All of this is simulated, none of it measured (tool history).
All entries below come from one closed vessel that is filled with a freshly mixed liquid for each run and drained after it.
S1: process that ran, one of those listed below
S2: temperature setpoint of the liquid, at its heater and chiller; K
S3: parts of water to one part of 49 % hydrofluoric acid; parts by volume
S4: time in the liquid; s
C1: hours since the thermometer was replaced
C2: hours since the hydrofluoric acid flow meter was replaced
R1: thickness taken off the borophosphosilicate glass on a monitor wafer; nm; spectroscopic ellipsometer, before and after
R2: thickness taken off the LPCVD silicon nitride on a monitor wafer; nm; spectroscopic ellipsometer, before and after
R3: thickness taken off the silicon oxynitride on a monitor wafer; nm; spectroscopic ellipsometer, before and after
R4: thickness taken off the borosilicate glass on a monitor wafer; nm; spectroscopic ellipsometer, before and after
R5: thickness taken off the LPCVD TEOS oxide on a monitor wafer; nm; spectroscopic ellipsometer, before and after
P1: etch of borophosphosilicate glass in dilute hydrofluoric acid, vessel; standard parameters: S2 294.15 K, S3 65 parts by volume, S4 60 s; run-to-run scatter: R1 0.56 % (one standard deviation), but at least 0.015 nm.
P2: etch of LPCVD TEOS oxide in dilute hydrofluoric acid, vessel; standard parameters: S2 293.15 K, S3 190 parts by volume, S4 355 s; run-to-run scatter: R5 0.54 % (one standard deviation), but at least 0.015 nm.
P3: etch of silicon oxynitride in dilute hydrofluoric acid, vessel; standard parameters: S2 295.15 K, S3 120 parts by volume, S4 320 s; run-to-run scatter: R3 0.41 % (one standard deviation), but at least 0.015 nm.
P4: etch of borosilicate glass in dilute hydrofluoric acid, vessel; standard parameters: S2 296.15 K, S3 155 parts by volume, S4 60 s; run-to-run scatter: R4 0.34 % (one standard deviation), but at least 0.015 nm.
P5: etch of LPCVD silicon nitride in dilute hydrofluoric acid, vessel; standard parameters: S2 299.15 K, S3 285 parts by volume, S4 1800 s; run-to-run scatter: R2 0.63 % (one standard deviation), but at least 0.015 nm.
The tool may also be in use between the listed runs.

Run 1, hour 17.2: S1 P1, S2 294.15 K, S3 65 parts by volume, S4 60 s; C1 1676.1; C2 1203.6. Result: R1 32.840 nm.
Run 2, hour 26.6: S1 P5, S2 299.15 K, S3 65 parts by volume, S4 1800 s; C1 1685.5; C2 1213.0. Result: R2 17.49100 nm.
Run 3, hour 38.4: S1 P3, S2 295.15 K, S3 120 parts by volume, S4 545 s; C1 1697.3; C2 1224.8. Result: R3 13.4380 nm.
Run 4, hour 49.0: S1 P4, S2 296.15 K, S3 35 parts by volume, S4 60 s; C1 1707.9; C2 1235.4. Result: R4 59.6930 nm.
Run 5, hour 65.9: S1 P3, S2 295.15 K, S3 215 parts by volume, S4 320 s; C1 1724.8; C2 1252.3. Result: R3 4.0761 nm.
Run 6, hour 77.2: S1 P1, S2 298.15 K, S3 65 parts by volume, S4 60 s; C1 1736.1; C2 1263.6. Result: R1 38.994 nm.
Run 7, hour 89.3: S1 P1, S2 290.15 K, S3 65 parts by volume, S4 60 s; C1 1748.2; C2 1275.7. Result: R1 27.805 nm.
Run 8, hour 103.4: S1 P2, S2 293.15 K, S3 190 parts by volume, S4 355 s; C1 1762.3; C2 1289.8. Result: R5 57.986 nm.
Run 9, hour 112.6: S1 P1, S2 294.15 K, S3 90 parts by volume, S4 60 s; C1 1771.5; C2 1299.0. Result: R1 23.065 nm.
Run 10, hour 130.7: S1 P4, S2 296.15 K, S3 155 parts by volume, S4 30 s; C1 1789.6; C2 1317.1. Result: R4 5.8013 nm.
Run 11, hour 138.9: S1 P5, S2 299.15 K, S3 285 parts by volume, S4 220 s; C1 1797.8; C2 1325.3. Result: R2 0.51012 nm.
Run 12, hour 148.7: S1 P1, S2 294.15 K, S3 65 parts by volume, S4 60 s; C1 1807.6; C2 1335.1. Result: R1 33.039 nm.
Run 13, hour 166.3: S1 P1, S2 294.15 K, S3 30 parts by volume, S4 60 s; C1 1825.2; C2 1352.7. Result: R1 74.743 nm.
Run 14, hour 179.1: S1 P1, S2 294.15 K, S3 65 parts by volume, S4 60 s; C1 1838.0; C2 1365.5. Result: R1 32.497 nm.
Run 15, hour 189.5: S1 P1, S2 294.15 K, S3 65 parts by volume, S4 30 s; C1 1848.4; C2 1375.9. Result: R1 16.368 nm.
Run 16, hour 203.0: S1 P1, S2 294.15 K, S3 65 parts by volume, S4 115 s; C1 1861.9; C2 1389.4. Result: R1 62.765 nm.
Run 17, hour 217.0: S1 P4, S2 290.15 K, S3 155 parts by volume, S4 60 s; C1 1875.9; C2 1403.4. Result: R4 9.1590 nm.
Run 18, hour 226.5: S1 P5, S2 299.15 K, S3 285 parts by volume, S4 1800 s; C1 1885.4; C2 1412.9. Result: R2 4.08630 nm.
Run 19, hour 242.9: S1 P1, S2 294.15 K, S3 65 parts by volume, S4 60 s; C1 1901.8; C2 1429.3. Result: R1 32.851 nm.
Run 20, hour 261.7: S1 P3, S2 295.15 K, S3 120 parts by volume, S4 320 s; C1 1920.6; C2 1448.1. Result: R3 7.8644 nm.
Run 21, hour 276.3: S1 P2, S2 290.15 K, S3 190 parts by volume, S4 355 s; C1 1935.2; C2 1462.7. Result: R5 52.165 nm.
Run 22, hour 291.1: S1 P2, S2 293.15 K, S3 190 parts by volume, S4 705 s; C1 1950.0; C2 1477.5. Result: R5 117.270 nm.
Run 23, hour 305.4: S1 P4, S2 296.15 K, S3 155 parts by volume, S4 60 s; C1 1964.3; C2 1491.8. Result: R4 11.5370 nm.
Run 24, hour 320.2: S1 P1, S2 294.15 K, S3 65 parts by volume, S4 60 s; C1 1979.1; C2 1506.6. Result: R1 32.699 nm.
Run 25, hour 333.3: S1 P2, S2 293.15 K, S3 190 parts by volume, S4 355 s; C1 1992.2; C2 1519.7. Result: R5 58.829 nm.
Run 26, hour 350.2: S1 P1, S2 297.65 K, S3 65 parts by volume, S4 90 s; C1 2009.1; C2 1536.6. Result: R1 56.534 nm.
At hour 353.6: hydrofluoric acid flow meter replaced.
Run 27, hour 364.1: S1 P1, S2 294.15 K, S3 65 parts by volume, S4 60 s; C1 2023.0; C2 10.6. Result: R1 32.741 nm.
Run 28, hour 381.2: S1 P4, S2 296.15 K, S3 155 parts by volume, S4 60 s; C1 2040.1; C2 27.7. Result: R4 11.5790 nm.
Run 29, hour 398.8: S1 P3, S2 295.15 K, S3 120 parts by volume, S4 320 s; C1 2057.7; C2 45.3. Result: R3 7.8692 nm.
Run 30, hour 415.0: S1 P5, S2 291.15 K, S3 285 parts by volume, S4 1800 s; C1 2073.9; C2 61.5. Result: R2 2.44520 nm.
Run 31, hour 431.6: S1 P2, S2 293.15 K, S3 35 parts by volume, S4 355 s; C1 2090.5; C2 78.1. Result: R5 378.260 nm.
Run 32, hour 449.1: S1 P3, S2 290.65 K, S3 120 parts by volume, S4 320 s; C1 2108.0; C2 95.6. Result: R3 6.3095 nm.
Run 33, hour 462.6: S1 P1, S2 294.15 K, S3 65 parts by volume, S4 60 s; C1 2121.5; C2 109.1. Result: R1 33.286 nm.
Run 34, hour 480.6: S1 P1, S2 294.15 K, S3 65 parts by volume, S4 60 s; C1 2139.5; C2 127.1. Result: R1 34.705 nm.
Run 35, hour 491.3: S1 P1, S2 294.15 K, S3 65 parts by volume, S4 60 s; C1 2150.2; C2 137.8. Result: R1 35.617 nm.
Run 36, hour 502.9: S1 P1, S2 294.15 K, S3 65 parts by volume, S4 60 s; C1 2161.8; C2 149.4. Result: R1 35.773 nm.
Run 37, hour 515.1: S1 P1, S2 294.15 K, S3 65 parts by volume, S4 60 s; C1 2174.0; C2 161.6. Result: R1 36.068 nm.
Run 38, hour 526.2: S1 P1, S2 294.15 K, S3 65 parts by volume, S4 60 s; C1 2185.1; C2 172.7. Result: R1 36.385 nm.
Run 39, hour 541.0: S1 P1, S2 294.15 K, S3 65 parts by volume, S4 60 s; C1 2199.9; C2 187.5. Result: R1 36.031 nm.

Run 40 has not been measured yet. What should we expect?
Run 40, hour 550.7: S1 P1, S2 294.15 K, S3 65 parts by volume, S4 60 s; C1 2209.6; C2 197.2. Result: R1 ?.

{"run 40": {"R1": 36.6}}
